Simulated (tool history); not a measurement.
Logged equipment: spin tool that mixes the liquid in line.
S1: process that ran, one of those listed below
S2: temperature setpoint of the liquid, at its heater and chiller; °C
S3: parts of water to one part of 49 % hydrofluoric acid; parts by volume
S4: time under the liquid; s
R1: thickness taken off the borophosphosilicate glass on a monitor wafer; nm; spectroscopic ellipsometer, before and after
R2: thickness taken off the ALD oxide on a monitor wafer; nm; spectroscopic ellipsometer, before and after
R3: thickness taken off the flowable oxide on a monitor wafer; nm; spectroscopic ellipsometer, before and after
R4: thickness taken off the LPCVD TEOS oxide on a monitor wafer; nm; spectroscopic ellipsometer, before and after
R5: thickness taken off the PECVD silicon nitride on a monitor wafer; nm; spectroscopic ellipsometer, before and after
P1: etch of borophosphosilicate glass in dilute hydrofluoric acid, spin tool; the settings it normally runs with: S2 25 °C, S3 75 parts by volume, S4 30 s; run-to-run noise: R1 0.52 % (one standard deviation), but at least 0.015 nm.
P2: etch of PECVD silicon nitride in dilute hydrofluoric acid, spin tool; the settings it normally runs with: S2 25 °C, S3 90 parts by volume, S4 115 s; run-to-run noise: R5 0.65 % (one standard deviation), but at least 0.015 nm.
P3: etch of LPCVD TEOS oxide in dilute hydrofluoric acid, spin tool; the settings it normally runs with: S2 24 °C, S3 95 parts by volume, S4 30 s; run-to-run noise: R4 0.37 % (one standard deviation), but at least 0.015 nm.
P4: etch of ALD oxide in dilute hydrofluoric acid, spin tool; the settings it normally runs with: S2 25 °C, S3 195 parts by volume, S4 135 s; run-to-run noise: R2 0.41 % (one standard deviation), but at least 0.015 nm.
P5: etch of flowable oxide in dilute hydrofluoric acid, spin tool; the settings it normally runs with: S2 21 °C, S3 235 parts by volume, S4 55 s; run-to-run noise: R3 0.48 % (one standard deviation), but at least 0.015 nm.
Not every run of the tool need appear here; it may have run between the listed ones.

run 1 hour=5.4 | S1=P1 S2=25 S3=75 S4=30 | R1=17.78
run 2 hour=14.7 | S1=P1 S2=25 S3=75 S4=30 | R1=18.019
run 3 hour=22.2 | S1=P4 S2=25 S3=50 S4=135 | R2=62.795
run 4 hour=27.3 | S1=P1 S2=25 S3=75 S4=15 | R1=8.8946
run 5 hour=34.9 | S1=P1 S2=25 S3=20 S4=30 | R1=71.97
run 6 hour=39.5 | S1=P5 S2=17 S3=235 S4=55 | R3=4.7572
run 7 hour=44.2 | S1=P1 S2=25 S3=75 S4=30 | R1=17.731
run 8 hour=50.9 | S1=P3 S2=24 S3=95 S4=30 | R4=8.4412
run 9 hour=56.6 | S1=P3 S2=24 S3=95 S4=30 | R4=8.4692
run 10 hour=62.8 | S1=P5 S2=21 S3=90 S4=55 | R3=16.773
run 11 hour=67.9 | S1=P3 S2=24 S3=135 S4=30 | R4=5.6838
run 12 hour=77.8 | S1=P1 S2=19.5 S3=75 S4=30 | R1=14.117
run 13 hour=86.2 | S1=P3 S2=18.5 S3=95 S4=30 | R4=6.7812
run 14 hour=93.2 | S1=P1 S2=25 S3=75 S4=30 | R1=17.773
run 15 hour=98.6 | S1=P1 S2=29 S3=75 S4=60 | R1=41.586
run 16 hour=106 | S1=P5 S2=21 S3=235 S4=85 | R3=8.5334
run 17 hour=112.8 | S1=P1 S2=18.5 S3=115 S4=30 | R1=8.4816
run 18 hour=121 | S1=P4 S2=25 S3=195 S4=135 | R2=13.5
run 19 hour=125.5 | S1=P5 S2=21 S3=235 S4=55 | R3=5.5654
run 20 hour=132.1 | S1=P1 S2=25 S3=75 S4=30 | R1=17.862
run 21 hour=141.2 | S1=P2 S2=30.5 S3=90 S4=115 | R5=6.8886
run 22 hour=147.8 | S1=P1 S2=25 S3=75 S4=30 | R1=17.869

Run 23, settings as shown, results not yet in. Your forecast:
run 23 hour=155.6 | S1=P1 S2=25 S3=75 S4=30 | R1=?

Run 23 gave R1 17.808 nm.

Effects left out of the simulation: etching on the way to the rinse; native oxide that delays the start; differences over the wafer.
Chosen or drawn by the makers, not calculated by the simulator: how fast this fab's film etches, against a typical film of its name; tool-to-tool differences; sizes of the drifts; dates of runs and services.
